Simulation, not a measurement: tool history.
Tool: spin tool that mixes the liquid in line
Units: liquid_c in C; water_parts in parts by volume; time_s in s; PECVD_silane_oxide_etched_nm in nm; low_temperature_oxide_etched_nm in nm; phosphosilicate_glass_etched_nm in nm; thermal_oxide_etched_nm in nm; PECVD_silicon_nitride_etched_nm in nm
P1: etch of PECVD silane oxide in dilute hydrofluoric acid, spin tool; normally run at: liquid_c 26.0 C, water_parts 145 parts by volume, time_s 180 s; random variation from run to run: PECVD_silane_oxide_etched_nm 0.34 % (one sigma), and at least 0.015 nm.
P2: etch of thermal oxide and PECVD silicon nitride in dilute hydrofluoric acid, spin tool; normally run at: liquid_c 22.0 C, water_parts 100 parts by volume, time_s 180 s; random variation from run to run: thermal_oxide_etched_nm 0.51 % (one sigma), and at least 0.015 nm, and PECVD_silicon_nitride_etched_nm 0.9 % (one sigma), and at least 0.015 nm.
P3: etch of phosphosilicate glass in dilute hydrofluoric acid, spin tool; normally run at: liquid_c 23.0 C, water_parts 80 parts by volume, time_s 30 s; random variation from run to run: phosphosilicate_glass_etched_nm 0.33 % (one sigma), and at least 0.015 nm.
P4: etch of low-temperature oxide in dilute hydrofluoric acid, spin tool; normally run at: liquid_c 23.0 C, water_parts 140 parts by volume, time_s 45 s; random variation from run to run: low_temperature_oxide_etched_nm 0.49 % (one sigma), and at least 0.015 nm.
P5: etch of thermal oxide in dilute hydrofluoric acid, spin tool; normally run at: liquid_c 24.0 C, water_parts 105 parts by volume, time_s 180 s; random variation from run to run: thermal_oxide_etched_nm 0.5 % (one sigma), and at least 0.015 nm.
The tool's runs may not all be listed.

run     day  process  liquid_c  water_parts  time_s  hours since the thermometer was replaced  hours since the hydrofluoric acid flow meter was replaced  PECVD_silane_oxide_etched_nm  low_temperature_oxide_etched_nm  phosphosilicate_glass_etched_nm  thermal_oxide_etched_nm  PECVD_silicon_nitride_etched_nm
  1   0.550       P1      26.0          145     180                                    1283.3                                                      941.8                        26.617
  2   1.000       P1      26.0           60     180                                    1294.1                                                      952.6                        72.141
  3   1.500       P4      23.0          140      25                                    1306.1                                                      964.6                                                         2.4581
  4   2.067       P1      26.0          145     180                                    1319.7                                                      978.2                        26.613
  5   2.550       P3      23.0           45      30                                    1331.3                                                      989.8                                                                                          77.592
  6   3.208       P2      22.0          100      25                                    1347.1                                                     1005.6                                                                                                                  1.06090                          0.39751
  7   3.862       P5      28.0          105     180                                    1362.8                                                     1021.3                                                                                                                  9.82500
  8   4.542       P5      24.0          185     180                                    1379.1                                                     1037.6                                                                                                                  4.35230
  9   5.062       P4      31.0          140      45                                    1391.6                                                     1050.1                                                         5.8397
 10   5.467       P1      26.0          145      85                                    1401.3                                                     1059.8                        12.610
 11   5.958       P4      23.0          240      45                                    1413.1                                                     1071.6                                                         2.3180
 12   6.446       P1      26.0          145     180                                    1424.8                                                     1083.3                        26.563
 13   6.821       P1      26.0          145     180                                    1433.8                                                     1092.3                        26.637
 14   7.162       P3      31.5           80      30                                    1442.0                                                     1100.5                                                                                          58.110
 15   7.708       P4      23.0          140      45                                    1455.1                                                     1113.6                                                         4.3689
 16   8.396       P1      26.0          145     180                                    1471.6                                                     1130.1                        26.687
 17   8.925       P2      22.0           35     180                                    1484.3                                                     1142.8                                                                                                                 23.96000                          7.53060
 18   9.325       P1      26.0          145     265                                    1493.9                                                     1152.4                        39.566
 19   9.950       P1      33.0          145     180                                    1508.9                                                     1167.4                        34.167
 20  10.471       P5      24.0          105     180                                    1521.4                                                     1179.9                                                                                                                  8.37770
 21  11.142       P5      24.0          105     180                                    1537.5                                                     1196.0                                                                                                                  8.32750
 22  11.458       P1      26.0          145     180                                    1545.1                                                     1203.6                        26.612
 23  12.108       P3      23.0           80      30                                    1560.7                                                     1219.2                                                                                          41.833
 24  12.571       P4      23.0          140      45                                    1571.8                                                     1230.3                                                         4.3738
 25  13.067       P1      18.5          145     180                                    1583.7                                                     1242.2                        19.987
 26  13.658       P1      26.0           90     280                                    1597.9                                                     1256.4                        71.375
 27  14.188       P3      23.0           80      15                                    1610.6                                                     1269.1                                                                                          20.936
 28  14.533       P3      23.0           80      30                                    1618.9                                                     1277.4                                                                                          41.593
 29  14.938       P2      22.0          100     180                                    1628.6                                                     1287.1                                                                                                                  7.78430                          2.71090
 30  15.408       P5      24.0          105      15                                    1639.9                                                     1298.4                                                                                                                  0.69674
 31  15.879       P1      26.0          210     180                                    1651.2                                                     1309.7                        16.988
 32  16.550       P2      17.0          100     180                                    1667.3                                                     1325.8                                                                                                                  6.41260                          1.91310
 33  17.200       P1      26.0          145     180                                    1682.9                                                     1341.4                        26.800
 34  17.642       P1      26.0          145     180                                    1693.5                                                     1352.0                        26.633
 35  18.083       P1      26.0          145     180                                    1704.1                                                     1362.6                        27.692
 36  18.558       P1      26.0          145     180                                    1715.5                                                     1374.0                        28.367
 37  18.933       P1      26.0          145     180                                    1724.5                                                     1383.0                        28.461
 38  19.492       P1      26.0          145     180                                    1737.9                                                     1396.4                        28.495
 39  19.792       P1      26.0          145     180                                    1745.1                                                     1403.6                        28.573
 40  20.096       P1      26.0          145     180                                    1752.4                                                     1410.9                        28.511

What P1 gives has crept away from where it was. These 2 causes fit the log equally well, each at the size given:
A: hydrofluoric acid flow above the setpoint (%) = 6.18
B: liquid hotter than its thermometer reads (K) = 1.89
The creep began at about day 17.642.

4 check runs are offered, each on 3 wafers whose results are averaged, their results left as question marks. Which one tells the causes apart?
check 1  20.400       P5      24.0          145      55                                                                                                                                                                                                                             ?
check 2  20.400       P2      22.0           70      55                                                                                                                                                                                                                             ?                                ?
check 3  20.400       P3      30.5           80      30                                                                                                                                                                                                    ?
check 4  20.400       P4      29.5          180      45                                                                                                                                                                   ?

What each check would give under each cause:
  check                           result     if A     if B
check 1          thermal_oxide_etched_nm  1.89870  1.90260
check 2          thermal_oxide_etched_nm  3.75710  3.80380
check 2  PECVD_silicon_nitride_etched_nm  1.24940  1.33820
check 3  phosphosilicate_glass_etched_nm   59.734   59.990
check 4  low_temperature_oxide_etched_nm   4.4386   4.4072
How far apart the two closest causes lie, in the result that separates them most: check 1 0.21 %; check 2 6.86 %; check 3 0.43 %; check 4 0.71 %
Only check 2 tells the causes apart: in the others they would give nearly the same result.

Then check 2 was run and gave: thermal_oxide_etched_nm 3.75170 nm; PECVD_silicon_nitride_etched_nm 1.24110 nm. Which cause is it?

It is A: hydrofluoric acid flow above the setpoint (%).
